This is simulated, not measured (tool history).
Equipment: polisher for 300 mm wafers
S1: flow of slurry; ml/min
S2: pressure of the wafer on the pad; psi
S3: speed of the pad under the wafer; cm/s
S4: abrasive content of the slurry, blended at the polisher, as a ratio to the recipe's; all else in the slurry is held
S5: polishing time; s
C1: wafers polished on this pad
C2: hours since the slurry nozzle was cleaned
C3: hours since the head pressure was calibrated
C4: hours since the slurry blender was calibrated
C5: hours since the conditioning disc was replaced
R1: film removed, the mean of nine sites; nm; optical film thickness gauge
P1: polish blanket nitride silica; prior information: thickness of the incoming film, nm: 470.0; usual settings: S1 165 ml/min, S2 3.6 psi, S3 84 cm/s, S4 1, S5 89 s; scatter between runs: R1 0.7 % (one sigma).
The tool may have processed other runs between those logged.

run,hour,S1,S2,S3,S4,S5,C1,C2,C3,C4,C5,R1
1,5.4,165,3.6,84,1,89,826,252.1,899.8,89.3,302.7,41.574
2,11.4,100,3.6,84,1,127,893,258.1,905.8,95.3,308.7,52.846
# hour 16.7: conditioning disc replaced and pad reconditioned
3,17.3,100,3.6,84,1,89,960,264,911.7,101.2,0.6,37.672
4,20.1,165,2.5,52,1,89,992,266.8,914.5,104,3.4,19.605
5,26.1,165,3.6,84,1,89,1060,272.8,920.5,110,9.4,41.562
6,31.7,165,2.5,84,1,89,1123,278.4,926.1,115.6,15,28.357
7,35.3,165,3.6,84,1.3,89,1164,282,929.7,119.2,18.6,46.518
8,41.3,165,4.9,84,1,89,1232,288,935.7,125.2,24.6,55.754
9,46.4,165,3.6,84,1,89,1289,293.1,940.8,130.3,29.7,41.471
10,50.2,165,3.6,84,1,89,1332,296.9,944.6,134.1,33.5,41.065
11,55.2,165,3.6,84,0.55,89,1389,301.9,949.6,139.1,38.5,29.964
12,60,165,3.6,84,1,50,1443,306.7,954.4,143.9,43.3,23.15
13,64.2,165,3.6,50,1,89,1491,310.9,958.6,148.1,47.5,27.332
14,68.4,165,3.6,84,1,128,1538,315.1,962.8,152.3,51.7,59.378
15,72.8,165,3.6,130,1,89,1588,319.5,967.2,156.7,56.1,58.137
16,77.2,165,2.4,54,1,89,1638,323.9,971.6,161.1,60.5,19.458
17,82.5,165,3.6,84,1,89,1697,329.2,976.9,166.4,65.8,41.171
18,86,255,3.6,84,1,89,1737,332.7,980.4,169.9,69.3,43.607
19,89.6,165,3.6,84,1,89,1778,336.3,984,173.5,72.9,41.457
20,95.1,165,3.6,84,1,89,1840,341.8,989.5,179,78.4,40.321
21,99,165,3.6,84,1,89,1884,345.7,993.4,182.9,82.3,38.765
22,104.3,165,3.6,84,1,89,1944,351,998.7,188.2,87.6,38.577
# hour 107.1: slurry nozzle cleaned
23,110.2,165,3.6,84,1,89,2011,3.1,1004.6,194.1,93.5,37.691
# hour 110.3: conditioning disc replaced and pad reconditioned
24,114.4,165,3.6,84,1,89,2058,7.3,1008.8,198.3,4.2,37.535
25,119.1,165,3.6,84,1,89,2111,12,1013.5,203,8.9,37.406
26,122.5,165,3.6,84,1,89,2150,15.4,1016.9,206.4,12.3,37.169
# hour 123.7: worn pad replaced by a new one
27,126.7,165,3.6,84,1,89,34,19.6,1021.1,210.6,16.5,37.165
28,130.1,165,3.6,84,1,89,72,23,1024.5,214,19.9,37.334
29,132.7,165,3.6,84,1,89,102,25.6,1027.1,216.6,22.5,37.259
30,135.7,165,3.6,84,1,89,136,28.6,1030.1,219.6,25.5,36.855

The log shows P1 creeping away from where it was. Any of the 2 causes listed here, at the size stated for it, fits the log just as well as the others:
A: head's pressure below its setpoint, % = 10.4
B: abrasive missing from the slurry, % = 20.3
The process output started creeping at around hour 89.6.
Ruled out, with reasons:
removal rate lost through wear of the pad, %: work on it at hour 123.7, done after the drift set in, did not restore what the process gave before
slurry flow missing at the pad, %: work on it at hour 107.1, done after the drift set in, did not restore what the process gave before
time polished since the conditioner stopped cutting, s: work on it at hour 110.3, done after the drift set in, did not restore what the process gave before

You are offered 4 check runs, listed below with question marks in place of their results; each one averages 3 wafers. Which run separates the listed causes by giving clearly different results for each?
check 1,138.7,235,3.6,84,1,89,,,,,,?
check 2,138.7,165,3.6,84,1,119,,,,,,?
check 3,138.7,165,3.6,84,0.6,89,,,,,,?
check 4,138.7,165,2.5,64,1,89,,,,,,?

Predicted outcomes, by check and by cause:
check,result,if A,if B
check 1,R1,38.816,38.826
check 2,R1,49.48,49.493
check 3,R1,28.4,27.608
check 4,R1,20.674,20.68
How far apart the two closest causes lie, in the result that separates them most: check 1 0.03 %; check 2 0.03 %; check 3 2.83 %; check 4 0.03 %
The causes can be told apart only by check 3. The other checks would give nearly the same results under each of them.

With check 3 done, the readings were: R1 27.736 nm. Identify which of the listed causes applies.

B is the cause: abrasive missing from the slurry, %.
